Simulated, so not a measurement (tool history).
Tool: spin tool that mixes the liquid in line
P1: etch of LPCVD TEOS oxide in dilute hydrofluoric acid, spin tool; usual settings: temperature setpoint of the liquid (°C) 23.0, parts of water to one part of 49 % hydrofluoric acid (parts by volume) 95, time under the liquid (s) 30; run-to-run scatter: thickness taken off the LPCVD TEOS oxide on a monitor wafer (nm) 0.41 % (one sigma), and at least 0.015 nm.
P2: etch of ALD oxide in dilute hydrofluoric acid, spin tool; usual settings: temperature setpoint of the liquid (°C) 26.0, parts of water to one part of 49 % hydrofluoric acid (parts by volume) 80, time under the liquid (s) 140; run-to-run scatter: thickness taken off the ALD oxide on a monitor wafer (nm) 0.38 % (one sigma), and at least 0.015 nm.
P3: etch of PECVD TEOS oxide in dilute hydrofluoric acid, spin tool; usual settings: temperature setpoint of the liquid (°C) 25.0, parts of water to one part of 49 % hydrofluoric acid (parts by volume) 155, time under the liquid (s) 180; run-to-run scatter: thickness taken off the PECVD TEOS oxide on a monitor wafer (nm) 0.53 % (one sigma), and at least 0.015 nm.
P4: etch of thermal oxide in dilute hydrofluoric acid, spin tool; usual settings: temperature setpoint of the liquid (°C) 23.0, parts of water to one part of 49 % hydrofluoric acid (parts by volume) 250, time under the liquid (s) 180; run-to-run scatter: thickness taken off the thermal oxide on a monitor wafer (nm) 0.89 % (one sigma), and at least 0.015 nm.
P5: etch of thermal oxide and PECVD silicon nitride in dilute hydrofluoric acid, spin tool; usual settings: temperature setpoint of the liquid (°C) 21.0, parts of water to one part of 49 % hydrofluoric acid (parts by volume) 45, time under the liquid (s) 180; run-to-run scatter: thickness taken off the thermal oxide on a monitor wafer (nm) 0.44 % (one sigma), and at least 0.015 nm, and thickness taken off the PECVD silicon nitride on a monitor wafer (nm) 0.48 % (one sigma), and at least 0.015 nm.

| run | hour | process that ran | temperature setpoint of the liquid (°C) | parts of water to one part of 49 % hydrofluoric acid (parts by volume) | time under the liquid (s) | thickness taken off the LPCVD TEOS oxide on a monitor wafer (nm) | thickness taken off the thermal oxide on a monitor wafer (nm) | thickness taken off the PECVD silicon nitride on a monitor wafer (nm) | thickness taken off the PECVD TEOS oxide on a monitor wafer (nm) | thickness taken off the ALD oxide on a monitor wafer (nm) |
|---|---|---|---|---|---|---|---|---|---|---|
| 1 | 11.1 | P1 | 23.0 | 95 | 30 | 13.1390 |  |  |  |  |
| 2 | 23.9 | P5 | 21.0 | 45 | 80 |  | 8.07860 | 3.4311 |  |  |
| 3 | 40.2 | P1 | 23.0 | 95 | 30 | 13.0410 |  |  |  |  |
| 4 | 50.5 | P5 | 25.5 | 45 | 180 |  | 21.80200 | 10.4510 |  |  |
| 5 | 58.7 | P1 | 23.0 | 95 | 15 | 6.5654 |  |  |  |  |
| 6 | 70.9 | P4 | 23.0 | 250 | 180 |  | 2.67960 |  |  |  |
| 7 | 87.1 | P1 | 23.0 | 175 | 30 | 6.4369 |  |  |  |  |
| 8 | 101.8 | P1 | 23.0 | 95 | 60 | 26.3270 |  |  |  |  |
| 9 | 118.9 | P3 | 18.0 | 155 | 180 |  |  |  | 7.1878 |  |
| 10 | 131.2 | P2 | 26.0 | 80 | 140 |  |  |  |  | 29.004 |
| 11 | 140.8 | P1 | 23.0 | 95 | 30 | 13.0890 |  |  |  |  |
| 12 | 153.5 | P3 | 25.0 | 155 | 350 |  |  |  | 18.5630 |  |
| 13 | 171.8 | P2 | 20.5 | 80 | 140 |  |  |  |  | 23.122 |
| 14 | 180.5 | P1 | 23.0 | 95 | 30 | 13.0640 |  |  |  |  |
| 15 | 197.0 | P1 | 23.0 | 40 | 30 | 33.3500 |  |  |  |  |
| 16 | 215.5 | P1 | 30.0 | 95 | 30 | 17.2240 |  |  |  |  |
| 17 | 230.1 | P4 | 17.0 | 250 | 180 |  | 2.13390 |  |  |  |
| 18 | 248.2 | P4 | 23.0 | 250 | 15 |  | 0.20813 |  |  |  |
| 19 | 262.9 | P4 | 23.0 | 155 | 180 |  | 4.92340 |  |  |  |
| 20 | 280.7 | P1 | 19.0 | 95 | 30 | 11.0850 |  |  |  |  |
| 21 | 298.3 | P1 | 28.0 | 55 | 30 | 29.0330 |  |  |  |  |
| 22 | 313.1 | P3 | 25.0 | 80 | 180 |  |  |  | 20.0230 |  |
| 23 | 331.2 | P5 | 21.0 | 65 | 180 |  | 12.14800 | 5.3933 |  |  |
| 24 | 344.5 | P2 | 26.0 | 80 | 75 |  |  |  |  | 15.379 |
| 25 | 357.6 | P1 | 23.0 | 145 | 45 | 12.0820 |  |  |  |  |
| 26 | 373.6 | P2 | 26.0 | 145 | 140 |  |  |  |  | 14.677 |
| 27 | 386.3 | P3 | 25.0 | 155 | 180 |  |  |  | 9.4860 |  |
| 28 | 402.2 | P1 | 23.0 | 95 | 30 | 13.1130 |  |  |  |  |
| 29 | 412.9 | P5 | 21.0 | 45 | 180 |  | 18.01500 | 7.7102 |  |  |
| 30 | 423.7 | P1 | 23.0 | 95 | 30 | 13.1000 |  |  |  |  |
| 31 | 442.3 | P1 | 23.0 | 95 | 30 | 12.8310 |  |  |  |  |
| 32 | 458.2 | P1 | 23.0 | 95 | 30 | 12.5780 |  |  |  |  |
| 33 | 473.8 | P1 | 23.0 | 95 | 30 | 12.3840 |  |  |  |  |

The next listed run, before its measurement:
| 34 | 486.5 | P1 | 23.0 | 95 | 30 | ? |  |  |  |  |

{"run 34": {"thickness taken off the LPCVD TEOS oxide on a monitor wafer (nm)": 12.385}}
